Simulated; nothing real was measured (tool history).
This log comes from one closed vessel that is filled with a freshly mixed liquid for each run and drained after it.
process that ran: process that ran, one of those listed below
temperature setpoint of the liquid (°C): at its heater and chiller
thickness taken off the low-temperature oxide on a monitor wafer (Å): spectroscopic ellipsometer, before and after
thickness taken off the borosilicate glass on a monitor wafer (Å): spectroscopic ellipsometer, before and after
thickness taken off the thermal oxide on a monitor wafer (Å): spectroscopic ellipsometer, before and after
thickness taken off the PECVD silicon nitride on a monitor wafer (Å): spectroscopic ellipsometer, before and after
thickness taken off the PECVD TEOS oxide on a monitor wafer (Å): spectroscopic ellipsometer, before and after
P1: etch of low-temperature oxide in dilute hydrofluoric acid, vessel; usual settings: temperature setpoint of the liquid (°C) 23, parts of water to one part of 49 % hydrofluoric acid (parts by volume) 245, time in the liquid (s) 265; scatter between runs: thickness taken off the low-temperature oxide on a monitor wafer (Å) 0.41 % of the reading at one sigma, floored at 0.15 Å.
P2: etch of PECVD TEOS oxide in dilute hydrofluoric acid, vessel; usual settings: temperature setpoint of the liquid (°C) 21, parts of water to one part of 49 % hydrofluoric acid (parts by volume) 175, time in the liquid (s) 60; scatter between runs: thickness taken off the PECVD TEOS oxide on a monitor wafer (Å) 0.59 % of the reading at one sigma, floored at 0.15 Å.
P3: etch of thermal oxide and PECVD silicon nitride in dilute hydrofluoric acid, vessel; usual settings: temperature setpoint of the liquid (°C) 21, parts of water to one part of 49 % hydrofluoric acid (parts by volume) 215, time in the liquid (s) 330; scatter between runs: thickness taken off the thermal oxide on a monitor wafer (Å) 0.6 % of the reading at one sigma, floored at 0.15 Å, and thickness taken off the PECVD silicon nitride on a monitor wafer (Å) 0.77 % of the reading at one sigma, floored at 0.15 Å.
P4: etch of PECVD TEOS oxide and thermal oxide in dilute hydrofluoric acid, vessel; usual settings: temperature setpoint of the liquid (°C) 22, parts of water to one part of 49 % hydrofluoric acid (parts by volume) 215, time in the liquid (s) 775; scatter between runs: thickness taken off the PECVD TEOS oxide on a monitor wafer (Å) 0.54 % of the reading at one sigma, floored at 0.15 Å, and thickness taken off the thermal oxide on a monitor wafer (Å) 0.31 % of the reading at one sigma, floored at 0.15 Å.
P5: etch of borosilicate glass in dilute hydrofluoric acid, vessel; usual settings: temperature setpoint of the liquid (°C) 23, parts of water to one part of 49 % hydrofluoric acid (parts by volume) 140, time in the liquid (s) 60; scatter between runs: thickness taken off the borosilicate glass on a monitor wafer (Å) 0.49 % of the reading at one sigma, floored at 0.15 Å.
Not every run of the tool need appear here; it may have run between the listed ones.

run,hour,process that ran,temperature setpoint of the liquid (°C),parts of water to one part of 49 % hydrofluoric acid (parts by volume),time in the liquid (s),hours since the thermometer was replaced,hours since the hydrofluoric acid flow meter was replaced,thickness taken off the low-temperature oxide on a monitor wafer (Å),thickness taken off the borosilicate glass on a monitor wafer (Å),thickness taken off the thermal oxide on a monitor wafer (Å),thickness taken off the PECVD silicon nitride on a monitor wafer (Å),thickness taken off the PECVD TEOS oxide on a monitor wafer (Å)
1,13.6,P1,23,245,265,1271,552.9,127.47,,,,
2,22.8,P1,23,245,265,1280.2,562.1,128.46,,,,
3,36,P1,23,245,455,1293.4,575.3,218.81,,,,
4,47.4,P5,23,30,60,1304.8,586.7,,684.16,,,
5,63,P5,23,140,60,1320.4,602.3,,127.17,,,
6,72.2,P3,28.5,215,330,1329.6,611.5,,,75.06,50.854,
7,87.5,P1,23,245,265,1344.9,626.8,127.27,,,,
8,96.7,P5,23,140,60,1354.1,636,,128.39,,,
9,112,P4,22,215,775,1369.4,651.3,,,133.11,,496.78
10,124.1,P3,21,215,185,1381.5,663.4,,,32.227,17.456,
11,135.3,P1,23,245,80,1392.7,674.6,38.624,,,,
12,152,P3,21,215,330,1409.4,691.3,,,56.633,31.995,
13,162.3,P2,21,175,115,1419.7,701.6,,,,,79.099
14,172.3,P1,23,100,265,1429.7,711.6,367.33,,,,
15,188.6,P4,22,215,1135,1446,727.9,,,196.43,,736.42
16,205.1,P1,27,245,265,1462.5,744.4,147.06,,,,
17,216.8,P5,23,140,30,1474.2,756.1,,63.617,,,
18,231.4,P1,23,430,265,1488.8,770.7,60.892,,,,
19,244.5,P4,22,215,775,1501.9,783.8,,,133.78,,494.18
20,259.7,P4,17,215,775,1517.1,799,,,110.33,,413.72
21,274.1,P1,31,245,120,1531.5,813.4,75.988,,,,
22,289.5,P5,31.5,140,60,1546.9,828.8,,174.64,,,
23,304.5,P3,21,215,330,1561.9,843.8,,,57.819,32.197,
24,315.3,P3,21,70,330,1572.7,854.6,,,205.43,96.425,
25,323.4,P1,17,245,265,1580.8,862.7,100.71,,,,
26,334.2,P2,21,175,60,1591.6,873.5,,,,,41.495
27,347.1,P2,17,175,60,1604.5,886.4,,,,,35.088
28,356.3,P2,21,175,60,1613.7,895.6,,,,,41.411
29,367.2,P1,23,245,265,1624.6,906.5,127.55,,,,
30,375.5,P2,21,245,60,1632.9,914.8,,,,,27.61
31,386.9,P1,23,245,265,1644.3,926.2,129.16,,,,
32,402.5,P4,22,100,775,1659.9,941.8,,,326.14,,1212.6
33,414,P1,23,245,265,1671.4,953.3,127.04,,,,
34,426.5,P1,23,245,265,1683.9,965.8,124.67,,,,
35,434.1,P1,23,245,265,1691.5,973.4,122.84,,,,
36,451.1,P1,23,245,265,1708.5,990.4,120.88,,,,
37,466.3,P1,23,245,265,1723.7,1005.6,119.29,,,,
38,475.5,P1,23,245,265,1732.9,1014.8,119.68,,,,
39,488.8,P1,23,245,265,1746.2,1028.1,119.31,,,,
40,502.7,P1,23,245,265,1760.1,1042,119.23,,,,
41,517.6,P1,23,245,265,1775,1056.9,119.53,,,,
42,532.8,P1,23,245,265,1790.2,1072.1,119.43,,,,

The output of P1 has drifted from where it used to be. Each of the 2 causes below, taken at the size shown beside it, accounts for the log equally well:
A: hydrofluoric acid flow below the setpoint (%) = 5.48
B: liquid colder than its thermometer reads (K) = 1.92
The drift started at roughly hour 414.

Below are 4 check runs, each on a single wafer, with their results shown as question marks. Which of them would tell the listed causes apart, meaning the causes would give clearly different results under it?
check 1,548,P3,21,215,330,,,,,?,?,
check 2,548,P2,21,175,60,,,,,,,?
check 3,548,P4,22,215,775,,,,,?,,?
check 4,548,P5,23,140,60,,,,?,,,

Predicted outcomes, by check and by cause:
check,result,if A,if B
check 1,thickness taken off the thermal oxide on a monitor wafer (Å),53.087,52.831
check 1,thickness taken off the PECVD silicon nitride on a monitor wafer (Å),30.32,28.261
check 2,thickness taken off the PECVD TEOS oxide on a monitor wafer (Å),38.621,38.298
check 3,thickness taken off the thermal oxide on a monitor wafer (Å),124.93,124.47
check 3,thickness taken off the PECVD TEOS oxide on a monitor wafer (Å),466.73,464.99
check 4,thickness taken off the borosilicate glass on a monitor wafer (Å),119.28,118.11
Gap, in per cent, between the two causes that each check separates least, read from the result that separates them most: check 1 7.03 %; check 2 0.84 %; check 3 0.37 %; check 4 0.98 %
Check 1 distinguishes between the causes, while the remaining checks would return nearly the same result for all of them.

With check 1 done, the readings were: thickness taken off the thermal oxide on a monitor wafer (Å) 53.118; thickness taken off the PECVD silicon nitride on a monitor wafer (Å) 30.532. Identify which of the listed causes applies.

Of the candidate causes, it is A: hydrofluoric acid flow below the setpoint (%).
